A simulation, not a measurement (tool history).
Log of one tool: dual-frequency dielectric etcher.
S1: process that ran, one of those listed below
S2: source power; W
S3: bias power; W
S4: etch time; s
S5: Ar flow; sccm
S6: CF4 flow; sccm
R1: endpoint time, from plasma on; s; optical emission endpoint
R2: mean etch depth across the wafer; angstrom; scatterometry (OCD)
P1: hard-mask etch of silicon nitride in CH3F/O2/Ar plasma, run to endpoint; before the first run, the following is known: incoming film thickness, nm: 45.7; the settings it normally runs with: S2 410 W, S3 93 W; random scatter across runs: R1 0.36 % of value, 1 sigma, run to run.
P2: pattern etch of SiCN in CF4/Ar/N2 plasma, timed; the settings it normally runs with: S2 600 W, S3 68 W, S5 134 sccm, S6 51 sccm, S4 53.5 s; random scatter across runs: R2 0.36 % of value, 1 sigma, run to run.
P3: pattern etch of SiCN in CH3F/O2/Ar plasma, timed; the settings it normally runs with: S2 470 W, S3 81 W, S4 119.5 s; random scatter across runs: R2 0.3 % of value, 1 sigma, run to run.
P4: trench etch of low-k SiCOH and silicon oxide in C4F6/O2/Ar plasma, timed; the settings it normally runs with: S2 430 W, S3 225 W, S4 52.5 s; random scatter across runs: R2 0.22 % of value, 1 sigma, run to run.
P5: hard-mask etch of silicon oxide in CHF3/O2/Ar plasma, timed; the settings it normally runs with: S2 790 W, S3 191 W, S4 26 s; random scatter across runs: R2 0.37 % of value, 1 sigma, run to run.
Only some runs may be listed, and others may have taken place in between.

| run | day | S1 | S2 | S3 | S4 | S5 | S6 | R1 | R2 |
|---|---|---|---|---|---|---|---|---|---|
| 1 | 0.308 | P1 | 410 | 93 |  |  |  | 57.712 |  |
| 2 | 0.592 | P3 | 470 | 52 | 119.5 |  |  |  | 431.46 |
| 3 | 1.062 | P1 | 310 | 120 |  |  |  | 58.251 |  |
| 4 | 1.5 | P3 | 470 | 81 | 67 |  |  |  | 284.01 |
| 5 | 2.038 | P1 | 570 | 73 |  |  |  | 55.387 |  |
| 6 | 2.417 | P2 | 600 | 68 | 32.5 | 134 | 51 |  | 311.06 |
| 7 | 2.929 | P2 | 600 | 68 | 53.5 | 134 | 51 |  | 513.38 |
| 8 | 3.546 | P1 | 410 | 93 |  |  |  | 57.902 |  |
| 9 | 4.104 | P1 | 410 | 56 |  |  |  | 68.361 |  |
| 10 | 4.746 | P1 | 410 | 93 |  |  |  | 57.675 |  |
|  | 4.871 | bias power generator calibrated |
| 11 | 5.104 | P2 | 600 | 68 | 53.5 | 184 | 51 |  | 487.97 |
|  | 5.279 | wet clean of the chamber |
| 12 | 5.579 | P2 | 770 | 68 | 53.5 | 134 | 51 |  | 638.44 |
| 13 | 6.117 | P4 | 430 | 225 | 52.5 |  |  |  | 1827.7 |
| 14 | 6.458 | P4 | 430 | 152 | 52.5 |  |  |  | 1614.1 |
| 15 | 6.792 | P1 | 310 | 93 |  |  |  | 64.055 |  |
| 16 | 7.212 | P3 | 470 | 81 | 119.5 |  |  |  | 506.58 |
| 17 | 7.596 | P5 | 790 | 191 | 36 |  |  |  | 801.46 |
|  | 8.021 | source power generator calibrated |
| 18 | 8.225 | P1 | 410 | 118 |  |  |  | 52.942 |  |
| 19 | 8.8 | P4 | 610 | 225 | 52.5 |  |  |  | 2097.2 |
| 20 | 9.421 | P5 | 790 | 191 | 26 |  |  |  | 580.9 |
| 21 | 9.725 | P3 | 650 | 81 | 119.5 |  |  |  | 570.41 |
| 22 | 10.154 | P5 | 790 | 256 | 26 |  |  |  | 640.52 |
| 23 | 10.442 | P1 | 540 | 93 |  |  |  | 52.072 |  |
| 24 | 10.788 | P4 | 430 | 225 | 35.5 |  |  |  | 1238.1 |
| 25 | 11.162 | P5 | 1080 | 191 | 26 |  |  |  | 657.2 |
| 26 | 11.779 | P1 | 340 | 114 |  |  |  | 57.486 |  |
| 27 | 12.204 | P2 | 600 | 45 | 53.5 | 134 | 51 |  | 438.84 |
| 28 | 12.842 | P1 | 410 | 93 |  |  |  | 57.456 |  |
| 29 | 13.229 | P2 | 600 | 68 | 53.5 | 134 | 34 |  | 476.81 |
| 30 | 13.712 | P1 | 410 | 93 |  |  |  | 57.997 |  |
| 31 | 13.996 | P1 | 410 | 93 |  |  |  | 58.038 |  |
| 32 | 14.517 | P1 | 410 | 93 |  |  |  | 57.942 |  |
| 33 | 15.158 | P1 | 410 | 93 |  |  |  | 58.789 |  |
| 34 | 15.775 | P1 | 410 | 93 |  |  |  | 58.487 |  |
|  | 16.154 | wet clean of the chamber |
| 35 | 16.179 | P1 | 410 | 93 |  |  |  | 58.826 |  |
| 36 | 16.729 | P1 | 410 | 93 |  |  |  | 58.544 |  |
| 37 | 17.371 | P1 | 410 | 93 |  |  |  | 58.782 |  |
| 38 | 17.738 | P1 | 410 | 93 |  |  |  | 58.667 |  |
| 39 | 18.104 | P1 | 410 | 93 |  |  |  | 58.73 |  |

P1 no longer gives what it gave before; its output has crept away from where it was. The following 2 causes, each at its listed size, fit the log equally well:
A: bias power that arrives under what is set, % = 4.95
B: source power that arrives under what is set, % = 4.76
At approximately day 13.712, the process output began to creep.
Other possible causes, and why each is ruled out:
chamber walls in a state that lowers the etch rate, %: serviced at day 16.154, after the change had begun; the process did not return to its earlier output

Which of the check runs below tells the causes apart, meaning the causes would give it clearly different results? Each run uses 2 wafers whose results are averaged, and each result is shown as a question mark.
| check 1 | 18.471 | P4 | 590 | 225 | 52.5 |  |  |  | ? |
| check 2 | 18.471 | P2 | 600 | 68 | 37 | 134 | 51 |  | ? |
| check 3 | 18.471 | P3 | 620 | 64 | 119.5 |  |  |  | ? |
| check 4 | 18.471 | P5 | 1020 | 191 | 26 |  |  |  | ? |

Outcome of each check run for each possible cause:
| check | result | if A | if B |
|---|---|---|---|
| check 1 | R2 | 2036.4 | 2031 |
| check 2 | R2 | 348.06 | 339.94 |
| check 3 | R2 | 507.51 | 506.52 |
| check 4 | R2 | 629.84 | 628.43 |
How far apart the two closest causes lie, in the result that separates them most: check 1 0.26 %; check 2 2.36 %; check 3 0.19 %; check 4 0.22 %
Check 2 is the one run that separates the causes; every other check would come out nearly the same whichever cause is at work.

Then check 2 was run and gave: R2 347.76 angstrom. Which cause is it?

Of the candidate causes, it is A: bias power that arrives under what is set, %.
